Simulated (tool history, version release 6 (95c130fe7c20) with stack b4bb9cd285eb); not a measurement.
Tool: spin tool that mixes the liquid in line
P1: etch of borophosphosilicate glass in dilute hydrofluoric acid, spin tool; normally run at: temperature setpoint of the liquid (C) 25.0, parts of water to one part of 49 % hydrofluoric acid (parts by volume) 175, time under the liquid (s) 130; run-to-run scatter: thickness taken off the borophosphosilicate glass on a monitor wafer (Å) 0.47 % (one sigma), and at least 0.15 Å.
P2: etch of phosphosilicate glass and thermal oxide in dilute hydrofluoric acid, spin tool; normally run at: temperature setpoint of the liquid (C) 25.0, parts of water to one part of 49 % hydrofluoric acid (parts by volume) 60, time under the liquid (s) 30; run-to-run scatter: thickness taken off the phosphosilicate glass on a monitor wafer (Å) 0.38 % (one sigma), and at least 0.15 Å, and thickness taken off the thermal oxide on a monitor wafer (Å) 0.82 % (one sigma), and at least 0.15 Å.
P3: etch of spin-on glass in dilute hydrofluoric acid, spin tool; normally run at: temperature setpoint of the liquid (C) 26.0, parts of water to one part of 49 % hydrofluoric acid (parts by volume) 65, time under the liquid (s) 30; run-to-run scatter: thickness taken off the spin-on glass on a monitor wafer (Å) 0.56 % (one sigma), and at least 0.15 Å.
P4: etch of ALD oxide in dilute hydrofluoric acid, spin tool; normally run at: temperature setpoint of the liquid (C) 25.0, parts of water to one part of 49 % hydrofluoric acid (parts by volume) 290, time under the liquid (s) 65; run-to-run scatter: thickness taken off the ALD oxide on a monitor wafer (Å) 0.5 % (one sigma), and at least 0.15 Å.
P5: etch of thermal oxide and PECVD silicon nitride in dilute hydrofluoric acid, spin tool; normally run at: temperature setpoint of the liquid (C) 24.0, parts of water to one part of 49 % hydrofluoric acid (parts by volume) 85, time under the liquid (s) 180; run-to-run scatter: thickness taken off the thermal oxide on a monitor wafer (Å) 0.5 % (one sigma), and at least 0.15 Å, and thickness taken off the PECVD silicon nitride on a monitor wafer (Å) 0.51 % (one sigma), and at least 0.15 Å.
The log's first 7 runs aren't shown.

run   hour  process that ran  temperature setpoint of the liquid (C)  parts of water to one part of 49 % hydrofluoric acid (parts by volume)  time under the liquid (s)  hours since the thermometer was replaced  hours since the hydrofluoric acid flow meter was replaced  thickness taken off the borophosphosilicate glass on a monitor wafer (Å)  thickness taken off the phosphosilicate glass on a monitor wafer (Å)  thickness taken off the thermal oxide on a monitor wafer (Å)  thickness taken off the PECVD silicon nitride on a monitor wafer (Å)  thickness taken off the ALD oxide on a monitor wafer (Å)  thickness taken off the spin-on glass on a monitor wafer (Å)
  8   38.2                P1                                    25.0                                                                     265                        130                                     246.8                                                     1462.4                                                                    145.12
  9   44.6                P4                                    17.0                                                                     290                         65                                     253.2                                                     1468.8                                                                                                                                                                                                                                                                                                                                        47.311
 10   50.1                P1                                    25.0                                                                     175                         65                                     258.7                                                     1474.3                                                                    121.21
 11   55.8                P3                                    19.0                                                                      65                         30                                     264.4                                                     1480.0                                                                                                                                                                                                                                                                                                                                                                                                      104.07
 12   60.3                P4                                    25.0                                                                     290                         65                                     268.9                                                     1484.5                                                                                                                                                                                                                                                                                                                                        63.198
 13   63.4                P1                                    25.0                                                                     175                        130                                     272.0                                                     1487.6                                                                    239.47
 14   66.9                P1                                    25.0                                                                     175                        230                                     275.5                                                     1491.1                                                                    426.91
 15   72.1                P2                                    25.0                                                                      60                         30                                     280.7                                                     1496.3                                                                                                                                          751.61                                                        26.779
 16   77.9                P4                                    25.0                                                                     105                         65                                     286.5                                                     1502.1                                                                                                                                                                                                                                                                                                                                       210.270
 17   81.8                P1                                    25.0                                                                     175                        130                                     290.4                                                     1506.0                                                                    240.63
 18   86.2                P1                                    31.5                                                                     175                        130                                     294.8                                                     1510.4                                                                    304.02
 19   89.5                P4                                    25.0                                                                     290                         25                                     298.1                                                     1513.7                                                                                                                                                                                                                                                                                                                                        24.144
 20   96.5                P3                                    26.0                                                                      65                         30                                     305.1                                                     1520.7                                                                                                                                                                                                                                                                                                                                                                                                      136.69
 21  100.4                P2                                    32.5                                                                      60                         30                                     309.0                                                     1524.6                                                                                                                                         1014.50                                                        36.193
 22  105.4                P1                                    25.0                                                                      60                        130                                     314.0                                                     1529.6                                                                    811.73
 23  109.2                P3                                    26.0                                                                      65                         60                                     317.8                                                     1533.4                                                                                                                                                                                                                                                                                                                                                                                                      276.29
 24  115.9                P5                                    19.0                                                                      85                        180                                     324.5                                                     1540.1                                                                                                                                                                                                        75.381                                                                49.965
 25  121.2                P1                                    30.5                                                                     240                        130                                     329.8                                                     1545.4                                                                    195.91

Run 26 comes next. What will it give?
 26  126.0                P4                                    25.0                                                                     290                         65                                     334.6                                                     1550.2                                                                                                                                                                                                                                                                                                                                             ?

Run 26 gave thickness taken off the ALD oxide on a monitor wafer (Å) 62.717.
